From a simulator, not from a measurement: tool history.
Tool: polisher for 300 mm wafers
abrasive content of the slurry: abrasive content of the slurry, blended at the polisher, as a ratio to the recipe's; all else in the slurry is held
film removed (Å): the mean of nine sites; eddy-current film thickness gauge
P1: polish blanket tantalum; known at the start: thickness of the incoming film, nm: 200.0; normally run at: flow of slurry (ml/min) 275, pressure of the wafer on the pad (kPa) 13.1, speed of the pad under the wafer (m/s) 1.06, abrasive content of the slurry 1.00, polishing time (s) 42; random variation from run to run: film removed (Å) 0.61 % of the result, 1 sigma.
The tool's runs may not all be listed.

| run | hour | flow of slurry (ml/min) | pressure of the wafer on the pad (kPa) | speed of the pad under the wafer (m/s) | abrasive content of the slurry | polishing time (s) | wafers polished on this pad | hours since the slurry nozzle was cleaned | hours since the head pressure was calibrated | hours since the slurry blender was calibrated | film removed (Å) |
|---|---|---|---|---|---|---|---|---|---|---|---|
| 1 | 9.8 | 275 | 13.1 | 1.06 | 1.00 | 42 | 181 | 222.3 | 220.1 | 351.7 | 636.69 |
| 2 | 23.9 | 275 | 13.1 | 1.06 | 1.00 | 42 | 270 | 236.4 | 234.2 | 365.8 | 639.87 |
| 3 | 32.3 | 370 | 13.1 | 1.06 | 1.00 | 42 | 323 | 244.8 | 242.6 | 374.2 | 646.33 |
| 4 | 46.5 | 405 | 16.5 | 1.06 | 1.00 | 42 | 412 | 259.0 | 256.8 | 388.4 | 829.26 |
| 5 | 57.7 | 275 | 13.1 | 1.06 | 1.00 | 42 | 483 | 270.2 | 268.0 | 399.6 | 639.67 |
| 6 | 68.9 | 275 | 13.1 | 1.06 | 1.00 | 42 | 553 | 281.4 | 279.2 | 410.8 | 634.73 |
| 7 | 79.9 | 275 | 13.1 | 0.56 | 1.00 | 42 | 623 | 292.4 | 290.2 | 421.8 | 333.67 |
| 8 | 93.6 | 275 | 13.1 | 1.06 | 0.65 | 42 | 709 | 306.1 | 303.9 | 435.5 | 549.20 |
| 9 | 107.1 | 275 | 13.1 | 1.06 | 1.00 | 42 | 794 | 319.6 | 317.4 | 449.0 | 628.71 |
| 10 | 121.3 | 275 | 13.1 | 1.06 | 1.40 | 42 | 883 | 333.8 | 331.6 | 463.2 | 691.84 |
| 11 | 130.3 | 275 | 13.1 | 1.06 | 1.00 | 60 | 940 | 342.8 | 340.6 | 472.2 | 907.09 |
| 12 | 137.0 | 190 | 13.1 | 1.38 | 1.00 | 42 | 982 | 349.5 | 347.3 | 478.9 | 792.52 |
| 13 | 145.9 | 275 | 8.3 | 1.06 | 1.00 | 42 | 1038 | 358.4 | 356.2 | 487.8 | 403.48 |
| 14 | 152.3 | 275 | 13.1 | 1.68 | 1.00 | 42 | 1078 | 364.8 | 362.6 | 494.2 | 1017.50 |
| 15 | 160.4 | 275 | 13.1 | 1.06 | 1.00 | 24 | 1129 | 372.9 | 370.7 | 502.3 | 361.68 |
| 16 | 174.2 | 165 | 13.1 | 1.06 | 1.00 | 42 | 1216 | 386.7 | 384.5 | 516.1 | 598.09 |
| 17 | 182.2 | 275 | 19.3 | 1.06 | 1.00 | 42 | 1267 | 394.7 | 392.5 | 524.1 | 940.75 |
| 18 | 194.6 | 355 | 6.2 | 1.06 | 1.00 | 42 | 1345 | 407.1 | 404.9 | 536.5 | 310.08 |
| 19 | 204.1 | 275 | 13.1 | 1.06 | 1.00 | 42 | 1405 | 416.6 | 414.4 | 546.0 | 639.06 |
| 20 | 211.4 | 275 | 13.1 | 1.06 | 1.00 | 42 | 1450 | 423.9 | 421.7 | 553.3 | 613.04 |
| 21 | 220.5 | 275 | 13.1 | 1.06 | 1.00 | 42 | 1508 | 433.0 | 430.8 | 562.4 | 602.17 |
| 22 | 229.9 | 275 | 13.1 | 1.06 | 1.00 | 42 | 1567 | 442.4 | 440.2 | 571.8 | 597.09 |
|  | 234.0 | slurry nozzle cleaned |
|  | 239.3 | head pressure recalibrated |
| 23 | 239.9 | 275 | 13.1 | 1.06 | 1.00 | 42 | 1630 | 6.0 | 0.7 | 581.8 | 596.25 |
| 24 | 254.5 | 275 | 13.1 | 1.06 | 1.00 | 42 | 1722 | 20.6 | 15.3 | 596.4 | 597.09 |
| 25 | 263.5 | 275 | 13.1 | 1.06 | 1.00 | 42 | 1778 | 29.6 | 24.3 | 605.4 | 591.94 |

What P1 gives has crept away from where it was. These 2 causes fit the log equally well, each at the size given:
A: removal rate lost through wear of the pad, % = 7.11
B: abrasive missing from the slurry, % = 21.1
The creep began at about hour 204.1.
Why every other cause is out:
slurry flow missing at the pad, %: serviced at hour 234.0, which brought nothing back
head's pressure below its setpoint, %: serviced at hour 239.3, which brought nothing back

4 check runs are offered, each on 5 wafers whose results are averaged, their results left as question marks. Which one tells the causes apart?
| check 1 | 272.5 | 275 | 13.1 | 1.06 | 1.00 | 53 |  |  |  |  | ? |
| check 2 | 272.5 | 275 | 16.5 | 1.36 | 1.00 | 42 |  |  |  |  | ? |
| check 3 | 272.5 | 275 | 13.1 | 1.06 | 0.65 | 26 |  |  |  |  | ? |
| check 4 | 272.5 | 275 | 13.1 | 1.30 | 1.00 | 42 |  |  |  |  | ? |

What each check would give under each cause:
| check | result | if A | if B |
|---|---|---|---|
| check 1 | film removed (Å) | 745.18 | 745.27 |
| check 2 | film removed (Å) | 957.03 | 957.15 |
| check 3 | film removed (Å) | 316.82 | 309.53 |
| check 4 | film removed (Å) | 724.22 | 724.31 |
How far apart the two closest causes lie, in the result that separates them most: check 1 0.01 %; check 2 0.01 %; check 3 2.33 %; check 4 0.01 %
Only check 3 tells the causes apart: in the others they would give nearly the same result.

Then check 3 was run and gave: film removed (Å) 309.58. Which cause is it?

It is B: abrasive missing from the slurry, %.
